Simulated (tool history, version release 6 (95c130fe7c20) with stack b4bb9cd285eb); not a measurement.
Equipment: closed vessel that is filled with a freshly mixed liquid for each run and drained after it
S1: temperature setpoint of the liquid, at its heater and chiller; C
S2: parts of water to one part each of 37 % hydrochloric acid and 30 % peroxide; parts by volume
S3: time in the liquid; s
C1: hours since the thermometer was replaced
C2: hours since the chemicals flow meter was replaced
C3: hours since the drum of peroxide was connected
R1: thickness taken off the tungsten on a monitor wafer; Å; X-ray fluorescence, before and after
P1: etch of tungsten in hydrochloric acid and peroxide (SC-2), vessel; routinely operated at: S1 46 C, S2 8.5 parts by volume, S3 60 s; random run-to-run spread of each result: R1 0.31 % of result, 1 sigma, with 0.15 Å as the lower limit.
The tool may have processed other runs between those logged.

run	hour	S1	S2	S3	C1	C2	C3	R1
1	4.7	46	8.5	60	1540	1042.2	284.8	95.497
2	9.4	46	8.5	60	1544.7	1046.9	289.5	95.926
3	12.1	46	8.5	60	1547.4	1049.6	292.2	96.405
4	16	46	8.5	30	1551.3	1053.5	296.1	47.784
# hour 20.4: thermometer replaced
5	20.6	46	8.5	60	0.2	1058.1	300.7	95.759
6	25.1	46	8.5	60	4.7	1062.6	305.2	95.746
7	28.5	46	8.5	60	8.1	1066	308.6	96.244
8	33.3	46	4	60	12.9	1070.8	313.4	167.28
# hour 36.1: new drum of peroxide connected
9	37.9	46	8.5	105	17.5	1075.4	1.9	167.61
10	42.7	46	14.5	60	22.3	1080.2	6.7	60.628
11	45.6	35	8.5	60	25.2	1083.1	9.6	44.093
12	48.3	53	4	60	27.9	1085.8	12.3	266.34
13	50.9	46	8.5	60	30.5	1088.4	14.9	95.599

Run 14 is up next; what results do you expect?
14	54.6	62.5	8.5	60	34.2	1092.1	18.6	?

R1: 279.69 Å

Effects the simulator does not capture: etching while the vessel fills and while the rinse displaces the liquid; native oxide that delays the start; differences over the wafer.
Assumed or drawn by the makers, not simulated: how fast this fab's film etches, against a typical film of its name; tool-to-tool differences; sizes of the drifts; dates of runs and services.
